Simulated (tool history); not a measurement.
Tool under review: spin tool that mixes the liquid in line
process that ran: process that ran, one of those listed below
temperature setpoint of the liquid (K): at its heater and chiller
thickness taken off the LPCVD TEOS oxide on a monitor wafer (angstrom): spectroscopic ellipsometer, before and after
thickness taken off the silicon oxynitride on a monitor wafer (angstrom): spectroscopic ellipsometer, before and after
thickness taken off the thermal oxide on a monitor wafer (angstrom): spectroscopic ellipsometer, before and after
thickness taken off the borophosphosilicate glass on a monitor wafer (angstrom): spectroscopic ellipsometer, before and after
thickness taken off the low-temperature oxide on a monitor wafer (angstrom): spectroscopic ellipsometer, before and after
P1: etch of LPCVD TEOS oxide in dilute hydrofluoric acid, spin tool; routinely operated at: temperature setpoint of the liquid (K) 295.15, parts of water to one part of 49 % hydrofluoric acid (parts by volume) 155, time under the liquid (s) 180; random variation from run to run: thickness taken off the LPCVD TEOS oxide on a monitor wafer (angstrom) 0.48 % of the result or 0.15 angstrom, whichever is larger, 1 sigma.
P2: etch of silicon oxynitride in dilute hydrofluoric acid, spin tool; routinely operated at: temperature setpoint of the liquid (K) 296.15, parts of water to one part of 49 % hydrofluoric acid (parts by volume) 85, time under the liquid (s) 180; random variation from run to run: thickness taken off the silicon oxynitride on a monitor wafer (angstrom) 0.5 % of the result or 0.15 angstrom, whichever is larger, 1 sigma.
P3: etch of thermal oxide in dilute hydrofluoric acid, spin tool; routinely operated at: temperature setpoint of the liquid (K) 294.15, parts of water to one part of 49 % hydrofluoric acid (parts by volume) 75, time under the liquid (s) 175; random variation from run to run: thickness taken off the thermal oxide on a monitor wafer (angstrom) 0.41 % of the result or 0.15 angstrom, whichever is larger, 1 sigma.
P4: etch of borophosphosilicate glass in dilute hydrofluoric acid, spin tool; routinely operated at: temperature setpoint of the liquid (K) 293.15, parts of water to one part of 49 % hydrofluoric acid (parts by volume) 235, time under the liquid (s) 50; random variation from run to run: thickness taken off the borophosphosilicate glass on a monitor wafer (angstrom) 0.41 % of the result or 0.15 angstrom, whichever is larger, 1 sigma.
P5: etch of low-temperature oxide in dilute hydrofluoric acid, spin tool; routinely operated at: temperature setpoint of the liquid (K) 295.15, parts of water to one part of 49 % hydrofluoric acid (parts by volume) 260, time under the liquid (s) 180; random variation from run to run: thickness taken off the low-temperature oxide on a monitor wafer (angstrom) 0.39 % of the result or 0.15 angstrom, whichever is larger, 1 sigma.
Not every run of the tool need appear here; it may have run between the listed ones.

run   hour  process that ran  temperature setpoint of the liquid (K)  parts of water to one part of 49 % hydrofluoric acid (parts by volume)  time under the liquid (s)  hours since the thermometer was replaced  hours since the hydrofluoric acid flow meter was replaced  thickness taken off the LPCVD TEOS oxide on a monitor wafer (angstrom)  thickness taken off the silicon oxynitride on a monitor wafer (angstrom)  thickness taken off the thermal oxide on a monitor wafer (angstrom)  thickness taken off the borophosphosilicate glass on a monitor wafer (angstrom)  thickness taken off the low-temperature oxide on a monitor wafer (angstrom)
  1    5.7                P1                                  295.15                                                                     155                        180                                     387.6                                                      290.3                                                                 373.580
  2    8.6                P2                                  290.15                                                                      85                        180                                     390.5                                                      293.2                                                                                                                                            40.951
  3   13.5                P3                                  301.65                                                                      75                        175                                     395.4                                                      298.1                                                                                                                                                                                                                143.200
  4   17.6                P4                                  293.15                                                                     235                         25                                     399.5                                                      302.2                                                                                                                                                                                                                                                                                                  43.977
  5   22.7                P2                                  296.15                                                                      30                        180                                     404.6                                                      307.3                                                                                                                                           162.290
  6   27.3                P5                                  295.15                                                                     260                        180                                     409.2                                                      311.9                                                                                                                                                                                                                                                                                                                                                                               57.387
  7   33.8                P5                                  295.15                                                                      70                        180                                     415.7                                                      318.4                                                                                                                                                                                                                                                                                                                                                                              263.960
  8   37.1                P4                                  290.15                                                                     235                         50                                     419.0                                                      321.7                                                                                                                                                                                                                                                                                                  78.412
  9   41.4                P1                                  295.15                                                                     155                        180                                     423.3                                                      326.0                                                                 373.740
 10   48.0                P5                                  290.15                                                                     260                        180                                     429.9                                                      332.6                                                                                                                                                                                                                                                                                                                                                                               48.202
 11   53.7                P1                                  295.15                                                                     155                        180                                     435.6                                                      338.3                                                                 373.230
 12   58.9                P2                                  296.15                                                                      85                        180                                     440.8                                                      343.5                                                                                                                                            55.185
 13   65.2                P1                                  290.65                                                                     155                        180                                     447.1                                                      349.8                                                                 308.120
 14   69.8                P5                                  295.15                                                                     260                         45                                     451.7                                                      354.4                                                                                                                                                                                                                                                                                                                                                                               14.536
 15   72.9                P4                                  293.15                                                                     235                         50                                     454.8                                                      357.5                                                                                                                                                                                                                                                                                                  87.483
 16   77.2                P2                                  296.15                                                                      85                         50                                     459.1                                                      361.8                                                                                                                                            15.261
 17   80.3                P1                                  295.15                                                                     155                        180                                     462.2                                                      364.9                                                                 369.810
 18   84.2                P5                                  295.15                                                                     260                        180                                     466.1                                                      368.8                                                                                                                                                                                                                                                                                                                                                                               58.350
 19   88.6                P4                                  293.15                                                                     345                         50                                     470.5                                                      373.2                                                                                                                                                                                                                                                                                                  54.148
 20   94.7                P1                                  295.15                                                                     155                        180                                     476.6                                                      379.3                                                                 373.790
 21  101.0                P1                                  295.15                                                                     235                        180                                     482.9                                                      385.6                                                                 225.060
 22  105.7                P1                                  295.15                                                                     155                        280                                     487.6                                                      390.3                                                                 573.240
 23  110.5                P1                                  295.15                                                                     155                         20                                     492.4                                                      395.1                                                                  41.293
 24  114.3                P3                                  294.15                                                                      75                        350                                     496.2                                                      398.9                                                                                                                                                                                                                212.770
 25  118.8                P3                                  294.15                                                                      75                        175                                     500.7                                                      403.4                                                                                                                                                                                                                106.110
 26  125.1                P1                                  300.65                                                                     155                        180                                     507.0                                                      409.7                                                                 458.780
 27  129.0                P1                                  290.65                                                                     225                        180                                     510.9                                                      413.6                                                                 199.210
 28  132.0                P3                                  294.15                                                                     140                        175                                     513.9                                                      416.6                                                                                                                                                                                                                 52.994
 29  136.9                P1                                  295.15                                                                      40                        180                                     518.8                                                      421.5                                                                1642.700
 30  140.8                P1                                  295.15                                                                     155                        180                                     522.7                                                      425.4                                                                 374.590
 31  144.0                P1                                  295.15                                                                     155                        180                                     525.9                                                      428.6                                                                 363.930
 32  147.8                P1                                  295.15                                                                     155                        180                                     529.7                                                      432.4                                                                 359.320
 33  151.4                P1                                  295.15                                                                     155                        180                                     533.3                                                      436.0                                                                 351.950
 34  156.5                P1                                  295.15                                                                     155                        180                                     538.4                                                      441.1                                                                 353.420
 35  162.9                P1                                  295.15                                                                     155                        180                                     544.8                                                      447.5                                                                 346.550
 36  166.5                P1                                  295.15                                                                     155                        180                                     548.4                                                      451.1                                                                 344.570
 37  172.7                P1                                  295.15                                                                     155                        180                                     554.6                                                      457.3                                                                 347.750

What does the tool deliver on the next run?
 38  179.3                P1                                  295.15                                                                     155                        180                                     561.2                                                      463.9                                                                       ?

Logged for run 38: thickness taken off the LPCVD TEOS oxide on a monitor wafer (angstrom) 345.690.
